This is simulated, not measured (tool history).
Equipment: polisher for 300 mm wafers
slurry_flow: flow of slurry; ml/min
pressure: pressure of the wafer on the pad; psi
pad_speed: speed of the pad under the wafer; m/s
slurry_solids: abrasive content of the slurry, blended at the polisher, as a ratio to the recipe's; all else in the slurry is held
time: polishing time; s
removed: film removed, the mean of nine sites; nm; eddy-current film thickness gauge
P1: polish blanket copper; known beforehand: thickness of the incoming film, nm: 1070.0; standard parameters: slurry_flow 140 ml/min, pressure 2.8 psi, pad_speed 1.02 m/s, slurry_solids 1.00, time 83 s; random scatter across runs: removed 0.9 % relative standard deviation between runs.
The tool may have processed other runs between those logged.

| run | day | slurry_flow | pressure | pad_speed | slurry_solids | time | wafers polished on this pad | hours since the slurry nozzle was cleaned | hours since the head pressure was calibrated | hours since the slurry blender was calibrated | removed |
|---|---|---|---|---|---|---|---|---|---|---|---|
| 1 | 0.500 | 140 | 2.8 | 1.02 | 1.00 | 83 | 361 | 406.2 | 318.6 | 226.0 | 253.80 |
| 2 | 0.925 | 140 | 2.8 | 1.02 | 1.40 | 83 | 468 | 416.4 | 328.8 | 236.2 | 269.95 |
| 3 | 1.417 | 140 | 1.9 | 1.02 | 1.25 | 83 | 591 | 428.2 | 340.6 | 248.0 | 175.61 |
| 4 | 1.658 | 140 | 2.8 | 1.34 | 1.00 | 83 | 652 | 434.0 | 346.4 | 253.8 | 329.03 |
| 5 | 2.071 | 140 | 2.8 | 1.02 | 1.00 | 117 | 755 | 443.9 | 356.3 | 263.7 | 353.11 |
| 6 | 2.550 | 140 | 2.8 | 1.02 | 1.00 | 83 | 875 | 455.4 | 367.8 | 275.2 | 250.26 |
| 7 | 2.975 | 140 | 2.8 | 1.02 | 0.65 | 83 | 982 | 465.6 | 378.0 | 285.4 | 225.30 |
| 8 | 3.358 | 140 | 2.8 | 0.46 | 1.00 | 83 | 1078 | 474.8 | 387.2 | 294.6 | 112.33 |
| 9 | 3.888 | 140 | 2.8 | 1.02 | 1.00 | 37 | 1211 | 487.5 | 399.9 | 307.3 | 111.84 |
| 10 | 4.129 | 220 | 2.8 | 1.02 | 1.00 | 83 | 1272 | 493.3 | 405.7 | 313.1 | 264.45 |
| 11 | 4.421 | 140 | 4.4 | 1.02 | 1.00 | 83 | 1345 | 500.3 | 412.7 | 320.1 | 391.97 |
| 12 | 4.662 | 140 | 1.5 | 1.02 | 1.00 | 83 | 1405 | 506.1 | 418.5 | 325.9 | 132.65 |
| 13 | 4.967 | 100 | 2.8 | 1.02 | 1.00 | 83 | 1482 | 513.4 | 425.8 | 333.2 | 233.05 |
| 14 | 5.233 | 140 | 2.8 | 1.02 | 1.00 | 83 | 1548 | 519.8 | 432.2 | 339.6 | 248.39 |
| 15 | 5.512 | 140 | 2.8 | 1.02 | 1.00 | 83 | 1618 | 526.5 | 438.9 | 346.3 | 249.96 |
| 16 | 6.008 | 140 | 2.8 | 1.02 | 1.00 | 83 | 1743 | 538.4 | 450.8 | 358.2 | 250.13 |
| 17 | 6.400 | 140 | 2.8 | 1.02 | 1.00 | 83 | 1841 | 547.8 | 460.2 | 367.6 | 244.02 |
| 18 | 6.667 | 140 | 2.8 | 1.02 | 1.00 | 83 | 1908 | 554.2 | 466.6 | 374.0 | 251.79 |
| 19 | 7.200 | 140 | 2.8 | 1.02 | 1.00 | 83 | 2042 | 567.0 | 479.4 | 386.8 | 249.25 |
| 20 | 7.525 | 140 | 2.8 | 1.02 | 1.00 | 83 | 2123 | 574.8 | 487.2 | 394.6 | 240.16 |
| 21 | 7.767 | 140 | 2.8 | 1.02 | 1.00 | 83 | 2184 | 580.6 | 493.0 | 400.4 | 236.95 |
| 22 | 8.079 | 140 | 2.8 | 1.02 | 1.00 | 83 | 2262 | 588.1 | 500.5 | 407.9 | 233.18 |
|  | 8.504 | slurry blender recalibrated |
|  | 8.550 | worn pad replaced by a new one |
| 23 | 8.554 | 140 | 2.8 | 1.02 | 1.00 | 83 | 1 | 599.5 | 511.9 | 1.2 | 230.29 |
| 24 | 8.896 | 140 | 2.8 | 1.02 | 1.00 | 83 | 87 | 607.7 | 520.1 | 9.4 | 227.60 |
| 25 | 9.204 | 140 | 2.8 | 1.02 | 1.00 | 83 | 165 | 615.1 | 527.5 | 16.8 | 223.69 |
| 26 | 9.625 | 140 | 2.8 | 1.02 | 1.00 | 83 | 270 | 625.2 | 537.6 | 26.9 | 224.27 |
| 27 | 9.929 | 140 | 2.8 | 1.02 | 1.00 | 83 | 346 | 632.5 | 544.9 | 34.2 | 221.57 |

P1 has crept away from where it was. The log is fitted equally well by each of these 2 causes, at the sizes shown:
A: head's pressure below its setpoint, % = 10.4
B: slurry flow missing at the pad, % = 38
Creep in the process output first set in at about day 7.200.
The rest of the possible causes, and what rules out each one:
removal rate lost through wear of the pad, %: work on it at day 8.550, done after the drift set in, did not restore what the process gave before
abrasive missing from the slurry, %: work on it at day 8.504, done after the drift set in, did not restore what the process gave before

Consider the 4 check runs below, whose results appear as question marks and each of which averages 5 wafers. Which one distinguishes the causes, in that each cause would give it a clearly different result?
| check 1 | 10.233 | 140 | 4.3 | 0.56 | 1.00 | 83 |  |  |  |  | ? |
| check 2 | 10.233 | 215 | 2.8 | 1.02 | 1.00 | 83 |  |  |  |  | ? |
| check 3 | 10.233 | 140 | 2.0 | 0.58 | 1.00 | 83 |  |  |  |  | ? |
| check 4 | 10.233 | 140 | 1.7 | 1.02 | 1.00 | 44 |  |  |  |  | ? |

Check results expected under each cause:
| check | result | if A | if B |
|---|---|---|---|
| check 1 | removed | 188.220 | 188.250 |
| check 2 | removed | 238.230 | 246.870 |
| check 3 | removed | 90.673 | 90.684 |
| check 4 | removed | 71.853 | 71.862 |
Gap, in per cent, between the two causes that each check separates least, read from the result that separates them most: check 1 0.01 %; check 2 3.56 %; check 3 0.01 %; check 4 0.01 %
The causes can be told apart only by check 2. The other checks would give nearly the same results under each of them.

Running check 2 produced the following: removed 247.900 nm. Which one of the listed causes fits?

It was cause B: slurry flow missing at the pad, %.
